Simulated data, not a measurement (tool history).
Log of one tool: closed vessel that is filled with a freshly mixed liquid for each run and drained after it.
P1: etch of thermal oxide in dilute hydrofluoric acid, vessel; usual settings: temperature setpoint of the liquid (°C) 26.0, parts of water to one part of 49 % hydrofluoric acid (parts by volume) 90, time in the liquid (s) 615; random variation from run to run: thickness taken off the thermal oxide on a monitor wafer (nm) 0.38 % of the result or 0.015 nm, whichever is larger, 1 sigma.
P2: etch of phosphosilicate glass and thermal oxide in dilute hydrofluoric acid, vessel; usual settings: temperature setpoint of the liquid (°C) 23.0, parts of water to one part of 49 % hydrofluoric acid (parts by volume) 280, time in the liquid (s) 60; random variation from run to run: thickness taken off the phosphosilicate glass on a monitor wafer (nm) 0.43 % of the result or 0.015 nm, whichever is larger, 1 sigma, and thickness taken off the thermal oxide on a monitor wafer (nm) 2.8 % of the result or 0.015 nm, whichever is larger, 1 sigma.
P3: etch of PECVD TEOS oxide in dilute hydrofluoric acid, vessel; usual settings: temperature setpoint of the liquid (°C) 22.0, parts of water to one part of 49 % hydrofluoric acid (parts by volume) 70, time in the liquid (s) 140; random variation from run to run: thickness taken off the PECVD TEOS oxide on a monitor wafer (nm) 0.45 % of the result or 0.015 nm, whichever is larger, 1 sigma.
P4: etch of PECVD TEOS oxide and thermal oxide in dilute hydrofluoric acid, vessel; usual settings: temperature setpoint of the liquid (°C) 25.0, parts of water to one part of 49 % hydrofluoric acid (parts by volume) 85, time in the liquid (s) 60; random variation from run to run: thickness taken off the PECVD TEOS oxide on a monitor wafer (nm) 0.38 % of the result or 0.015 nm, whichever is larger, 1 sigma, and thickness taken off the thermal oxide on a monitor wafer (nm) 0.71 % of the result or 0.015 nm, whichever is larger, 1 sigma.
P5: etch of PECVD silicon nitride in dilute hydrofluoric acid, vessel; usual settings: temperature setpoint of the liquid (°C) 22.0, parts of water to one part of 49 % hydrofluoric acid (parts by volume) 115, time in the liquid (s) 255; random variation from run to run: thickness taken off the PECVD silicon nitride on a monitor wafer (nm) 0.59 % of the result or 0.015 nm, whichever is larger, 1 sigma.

run   hour  process that ran  temperature setpoint of the liquid (°C)  parts of water to one part of 49 % hydrofluoric acid (parts by volume)  time in the liquid (s)  hours since the thermometer was replaced  hours since the hydrofluoric acid flow meter was replaced  thickness taken off the thermal oxide on a monitor wafer (nm)  thickness taken off the PECVD silicon nitride on a monitor wafer (nm)  thickness taken off the phosphosilicate glass on a monitor wafer (nm)  thickness taken off the PECVD TEOS oxide on a monitor wafer (nm)
  1    9.7                P1                                     26.0                                                                      90                     615                                     742.4                                                      289.5                                                       34.82500
  2   22.3                P1                                     26.0                                                                      90                     615                                     755.0                                                      302.1                                                       34.82000
  3   32.2                P5                                     22.0                                                                      55                     255                                     764.9                                                      312.0                                                                                                                               10.5440
  4   46.6                P5                                     17.0                                                                     115                     255                                     779.3                                                      326.4                                                                                                                                3.6322
  5   58.6                P5                                     22.0                                                                     115                      95                                     791.3                                                      338.4                                                                                                                                1.9138
  6   70.8                P1                                     26.0                                                                      90                     615                                     803.5                                                      350.6                                                       34.55500
  7   81.8                P2                                     23.0                                                                     280                      30                                     814.5                                                      361.6                                                        0.38261                                                                                                                                        8.6468
  8   90.7                P1                                     26.0                                                                      90                     615                                     823.4                                                      370.5                                                       34.78900
  9   98.4                P3                                     22.0                                                                      70                     140                                     831.1                                                      378.2                                                                                                                                                                                                                                                                        48.4470
 10  105.7                P2                                     23.0                                                                      90                      60                                     838.4                                                      385.5                                                        2.94440                                                                                                                                       65.3530
 11  116.8                P1                                     18.5                                                                      90                     615                                     849.5                                                      396.6                                                       25.65300
 12  127.3                P1                                     26.0                                                                      90                     310                                     860.0                                                      407.1                                                       17.53100
 13  135.5                P1                                     26.0                                                                     155                     615                                     868.2                                                      415.3                                                       18.54600
 14  149.5                P1                                     26.0                                                                      90                    1030                                     882.2                                                      429.3                                                       58.34100
 15  160.9                P1                                     26.0                                                                      55                     910                                     893.6                                                      440.7                                                       88.18000
 16  172.0                P1                                     26.0                                                                      90                     615                                     904.7                                                      451.8                                                       34.82200
 17  181.2                P1                                     26.0                                                                      25                     615                                     913.9                                                      461.0                                                      135.95000
 18  188.6                P3                                     28.0                                                                      70                     140                                     921.3                                                      468.4                                                                                                                                                                                                                                                                        61.8470
 19  199.2                P1                                     30.0                                                                      90                     615                                     931.9                                                      479.0                                                       40.56400
 20  212.2                P4                                     25.0                                                                      85                      60                                     944.9                                                      492.0                                                        3.46000                                                                                                                                                                                                         19.4960
 21  224.8                P2                                     17.0                                                                     280                      60                                     957.5                                                      504.6                                                        0.60893                                                                                                                                       13.8800
 22  235.6                P4                                     25.0                                                                      85                      30                                     968.3                                                      515.4                                                        1.74210                                                                                                                                                                                                          9.6997
 23  249.9                P1                                     26.0                                                                      90                     615                                     982.6                                                      529.7                                                       34.83400
 24  263.8                P4                                     25.0                                                                     130                      60                                     996.5                                                      543.6                                                        2.19380                                                                                                                                                                                                         12.0040
 25  274.4                P3                                     22.0                                                                      70                      30                                    1007.1                                                      554.2                                                                                                                                                                                                                                                                        10.5380
 26  282.4                P3                                     22.0                                                                     100                     140                                    1015.1                                                      562.2                                                                                                                                                                                                                                                                        32.6140
 27  296.1                P3                                     22.0                                                                      70                     140                                    1028.8                                                      575.9                                                                                                                                                                                                                                                                        49.0080
 28  306.2                P2                                     23.0                                                                     280                      60                                    1038.9                                                      586.0                                                        0.72511                                                                                                                                       17.3210
 29  313.2                P1                                     26.0                                                                      90                     615                                    1045.9                                                      593.0                                                       34.51500
 30  321.0                P5                                     22.0                                                                     115                     255                                    1053.7                                                      600.8                                                                                                                                5.0651
 31  331.7                P4                                     18.0                                                                      85                      60                                    1064.4                                                      611.5                                                        2.55810                                                                                                                                                                                                         14.5650

The next listed run, before its measurement:
 32  341.6                P1                                     26.0                                                                      90                     615                                    1074.3                                                      621.4                                                              ?

thickness taken off the thermal oxide on a monitor wafer (nm): 34.69800

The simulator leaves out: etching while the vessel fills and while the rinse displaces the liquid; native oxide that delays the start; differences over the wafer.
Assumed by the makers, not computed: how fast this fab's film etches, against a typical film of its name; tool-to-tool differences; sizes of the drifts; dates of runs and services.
